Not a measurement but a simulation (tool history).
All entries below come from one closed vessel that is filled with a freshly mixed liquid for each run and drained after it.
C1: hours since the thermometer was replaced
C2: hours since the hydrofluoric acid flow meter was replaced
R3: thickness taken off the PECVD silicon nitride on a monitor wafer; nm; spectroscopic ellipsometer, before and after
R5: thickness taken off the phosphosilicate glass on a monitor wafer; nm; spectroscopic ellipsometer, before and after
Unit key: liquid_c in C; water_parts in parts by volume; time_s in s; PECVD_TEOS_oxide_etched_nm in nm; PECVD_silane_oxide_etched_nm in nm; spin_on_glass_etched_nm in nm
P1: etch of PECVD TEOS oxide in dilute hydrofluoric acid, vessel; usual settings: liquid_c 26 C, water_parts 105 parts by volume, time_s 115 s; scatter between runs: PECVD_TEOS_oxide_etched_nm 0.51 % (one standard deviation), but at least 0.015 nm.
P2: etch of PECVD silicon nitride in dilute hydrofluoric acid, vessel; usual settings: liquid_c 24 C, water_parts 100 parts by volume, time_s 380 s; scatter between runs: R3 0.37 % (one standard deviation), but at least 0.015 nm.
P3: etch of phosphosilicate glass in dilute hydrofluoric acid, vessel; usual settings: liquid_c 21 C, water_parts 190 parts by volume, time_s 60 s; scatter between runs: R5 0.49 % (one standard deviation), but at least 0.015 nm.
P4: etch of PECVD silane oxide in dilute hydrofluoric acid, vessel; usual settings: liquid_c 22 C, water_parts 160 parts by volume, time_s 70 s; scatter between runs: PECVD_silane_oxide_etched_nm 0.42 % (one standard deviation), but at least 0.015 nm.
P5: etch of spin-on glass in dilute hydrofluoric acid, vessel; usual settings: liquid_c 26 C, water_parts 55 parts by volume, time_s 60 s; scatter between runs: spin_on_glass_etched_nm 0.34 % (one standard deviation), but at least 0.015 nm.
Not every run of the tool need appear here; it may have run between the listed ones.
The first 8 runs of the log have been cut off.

Run 9, day 5.467: process P2, liquid_c 24 C, water_parts 60 parts by volume, time_s 380 s; C1 995.2; C2 712.9. Result: R3 25.194 nm.
Run 10, day 6.121: process P1, liquid_c 26 C, water_parts 105 parts by volume, time_s 180 s; C1 1010.9; C2 728.6. Result: PECVD_TEOS_oxide_etched_nm 23.473 nm.
Run 11, day 6.792: process P5, liquid_c 26 C, water_parts 55 parts by volume, time_s 30 s; C1 1027; C2 744.7. Result: spin_on_glass_etched_nm 26.94 nm.
Run 12, day 7.238: process P4, liquid_c 22 C, water_parts 160 parts by volume, time_s 70 s; C1 1037.7; C2 755.4. Result: PECVD_silane_oxide_etched_nm 10.494 nm.
Run 13, day 7.675: process P1, liquid_c 19.5 C, water_parts 150 parts by volume, time_s 115 s; C1 1048.2; C2 765.9. Result: PECVD_TEOS_oxide_etched_nm 7.703 nm.
Run 14, day 8.138: process P5, liquid_c 20 C, water_parts 55 parts by volume, time_s 60 s; C1 1059.3; C2 777. Result: spin_on_glass_etched_nm 41.683 nm.
Run 15, day 8.842: process P1, liquid_c 26 C, water_parts 40 parts by volume, time_s 115 s; C1 1076.2; C2 793.9. Result: PECVD_TEOS_oxide_etched_nm 43.022 nm.
Run 16, day 9.283: process P2, liquid_c 31.5 C, water_parts 100 parts by volume, time_s 380 s; C1 1086.8; C2 804.5. Result: R3 24.583 nm.
Run 17, day 9.854: process P3, liquid_c 17 C, water_parts 190 parts by volume, time_s 60 s; C1 1100.5; C2 818.2. Result: R5 13.115 nm.
Run 18, day 10.425: process P4, liquid_c 22 C, water_parts 80 parts by volume, time_s 70 s; C1 1114.2; C2 831.9. Result: PECVD_silane_oxide_etched_nm 23.094 nm.
Run 19, day 11.062: process P2, liquid_c 24 C, water_parts 100 parts by volume, time_s 590 s; C1 1129.5; C2 847.2. Result: R3 23.815 nm.
Run 20, day 11.733: process P1, liquid_c 26 C, water_parts 105 parts by volume, time_s 65 s; C1 1145.6; C2 863.3. Result: PECVD_TEOS_oxide_etched_nm 8.4156 nm.
Run 21, day 12.104: process P2, liquid_c 24 C, water_parts 100 parts by volume, time_s 380 s; C1 1154.5; C2 872.2. Result: R3 15.178 nm.
Run 22, day 12.488: process P4, liquid_c 22 C, water_parts 160 parts by volume, time_s 105 s; C1 1163.7; C2 881.4. Result: PECVD_silane_oxide_etched_nm 15.898 nm.
Run 23, day 12.996: process P3, liquid_c 21 C, water_parts 190 parts by volume, time_s 60 s; C1 1175.9; C2 893.6. Result: R5 15.157 nm.
Run 24, day 13.683: process P3, liquid_c 21 C, water_parts 190 parts by volume, time_s 60 s; C1 1192.4; C2 910.1. Result: R5 15.17 nm.
Run 25, day 14.067: process P5, liquid_c 26 C, water_parts 55 parts by volume, time_s 60 s; C1 1201.6; C2 919.3. Result: spin_on_glass_etched_nm 53.377 nm.
Run 26, day 14.746: process P1, liquid_c 26 C, water_parts 145 parts by volume, time_s 115 s; C1 1217.9; C2 935.6. Result: PECVD_TEOS_oxide_etched_nm 10.29 nm.
Run 27, day 15.346: process P3, liquid_c 21 C, water_parts 190 parts by volume, time_s 30 s; C1 1232.3; C2 950. Result: R5 7.5267 nm.
Run 28, day 16.092: process P5, liquid_c 26 C, water_parts 55 parts by volume, time_s 60 s; C1 1250.2; C2 967.9. Result: spin_on_glass_etched_nm 53.681 nm.
Run 29, day 16.658: process P1, liquid_c 26 C, water_parts 105 parts by volume, time_s 115 s; C1 1263.8; C2 981.5. Result: PECVD_TEOS_oxide_etched_nm 14.894 nm.
Run 30, day 17.183: process P3, liquid_c 21 C, water_parts 70 parts by volume, time_s 60 s; C1 1276.4; C2 994.1. Result: R5 47.129 nm.
Run 31, day 17.517: process P1, liquid_c 22 C, water_parts 105 parts by volume, time_s 115 s; C1 1284.4; C2 1002.1. Result: PECVD_TEOS_oxide_etched_nm 12.901 nm.

Run 32 is up next; what results do you expect?
Run 32, day 18.233: process P1, liquid_c 26 C, water_parts 30 parts by volume, time_s 210 s; C1 1301.6; C2 1019.3. Result: PECVD_TEOS_oxide_etched_nm ?.

{"run 32": {"PECVD_TEOS_oxide_etched_nm": 105.14}}
